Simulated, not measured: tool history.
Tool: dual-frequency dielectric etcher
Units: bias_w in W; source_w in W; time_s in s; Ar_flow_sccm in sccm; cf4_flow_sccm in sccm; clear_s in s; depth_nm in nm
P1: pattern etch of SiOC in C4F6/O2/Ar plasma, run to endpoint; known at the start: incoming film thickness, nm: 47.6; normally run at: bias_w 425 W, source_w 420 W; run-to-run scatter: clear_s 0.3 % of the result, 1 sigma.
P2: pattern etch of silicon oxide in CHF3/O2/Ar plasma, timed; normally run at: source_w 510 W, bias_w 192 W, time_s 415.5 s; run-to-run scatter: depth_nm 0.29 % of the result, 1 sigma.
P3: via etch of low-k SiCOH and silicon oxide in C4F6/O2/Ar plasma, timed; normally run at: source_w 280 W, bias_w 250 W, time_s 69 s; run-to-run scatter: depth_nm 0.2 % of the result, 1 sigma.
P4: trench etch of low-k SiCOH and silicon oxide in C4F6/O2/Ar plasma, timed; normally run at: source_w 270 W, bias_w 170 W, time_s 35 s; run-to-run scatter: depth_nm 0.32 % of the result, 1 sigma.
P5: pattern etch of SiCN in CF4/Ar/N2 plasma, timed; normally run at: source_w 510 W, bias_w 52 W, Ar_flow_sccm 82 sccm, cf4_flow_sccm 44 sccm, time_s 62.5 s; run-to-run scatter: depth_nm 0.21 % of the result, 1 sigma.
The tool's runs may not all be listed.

run 1 hour=6.5 | process=P1 bias_w=425 source_w=420 | clear_s=17.398
run 2 hour=10.3 | process=P4 bias_w=170 source_w=270 time_s=35 | depth_nm=95.695
run 3 hour=16.6 | process=P4 bias_w=170 source_w=270 time_s=35 | depth_nm=95.693
run 4 hour=20.4 | process=P1 bias_w=425 source_w=550 | clear_s=15.742
run 5 hour=24.1 | process=P5 bias_w=52 source_w=510 time_s=47 Ar_flow_sccm=82 cf4_flow_sccm=44 | depth_nm=38.792
run 6 hour=32.1 | process=P1 bias_w=327 source_w=560 | clear_s=17.142
run 7 hour=38.3 | process=P1 bias_w=582 source_w=420 | clear_s=15.574
run 8 hour=44.3 | process=P2 bias_w=192 source_w=510 time_s=617 | depth_nm=1164
run 9 hour=48.8 | process=P5 bias_w=52 source_w=410 time_s=62.5 Ar_flow_sccm=82 cf4_flow_sccm=44 | depth_nm=42.469
run 10 hour=54.3 | process=P1 bias_w=425 source_w=420 | clear_s=17.502
run 11 hour=60.2 | process=P5 bias_w=52 source_w=510 time_s=62.5 Ar_flow_sccm=113 cf4_flow_sccm=44 | depth_nm=48.89
run 12 hour=66.9 | process=P1 bias_w=335 source_w=580 | clear_s=16.87
run 13 hour=74.8 | process=P2 bias_w=192 source_w=510 time_s=415.5 | depth_nm=789.97
run 14 hour=79.4 | process=P4 bias_w=170 source_w=270 time_s=20 | depth_nm=54.344
run 15 hour=86.4 | process=P3 bias_w=161 source_w=280 time_s=69 | depth_nm=154.09
run 16 hour=94.3 | process=P1 bias_w=425 source_w=420 | clear_s=17.511
run 17 hour=99.9 | process=P1 bias_w=425 source_w=420 | clear_s=17.48
run 18 hour=107.4 | process=P4 bias_w=170 source_w=180 time_s=35 | depth_nm=81.828
run 19 hour=112.4 | process=P3 bias_w=250 source_w=280 time_s=52 | depth_nm=134.28
run 20 hour=116.1 | process=P1 bias_w=512 source_w=290 | clear_s=18.631
run 21 hour=122.2 | process=P5 bias_w=52 source_w=510 time_s=62.5 Ar_flow_sccm=82 cf4_flow_sccm=44 | depth_nm=51.752
run 22 hour=126 | process=P1 bias_w=425 source_w=340 | clear_s=18.93
run 23 hour=129.8 | process=P2 bias_w=253 source_w=510 time_s=415.5 | depth_nm=869.35
run 24 hour=136.2 | process=P3 bias_w=250 source_w=280 time_s=69 | depth_nm=178.95
run 25 hour=143.4 | process=P2 bias_w=192 source_w=360 time_s=415.5 | depth_nm=690.73
run 26 hour=150.4 | process=P4 bias_w=111 source_w=270 time_s=35 | depth_nm=84.284
run 27 hour=154.6 | process=P5 bias_w=52 source_w=510 time_s=62.5 Ar_flow_sccm=82 cf4_flow_sccm=62 | depth_nm=54.852
run 28 hour=161.7 | process=P5 bias_w=65 source_w=510 time_s=62.5 Ar_flow_sccm=82 cf4_flow_sccm=44 | depth_nm=55.789
run 29 hour=170 | process=P5 bias_w=52 source_w=510 time_s=62.5 Ar_flow_sccm=82 cf4_flow_sccm=44 | depth_nm=51.556
run 30 hour=178.3 | process=P1 bias_w=334 source_w=420 | clear_s=19.061
run 31 hour=182 | process=P3 bias_w=250 source_w=170 time_s=69 | depth_nm=147.85

Run 32 comes next. What will it give?
run 32 hour=186.1 | process=P1 bias_w=425 source_w=420 | clear_s=?

{"run 32": {"clear_s": 17.37}}
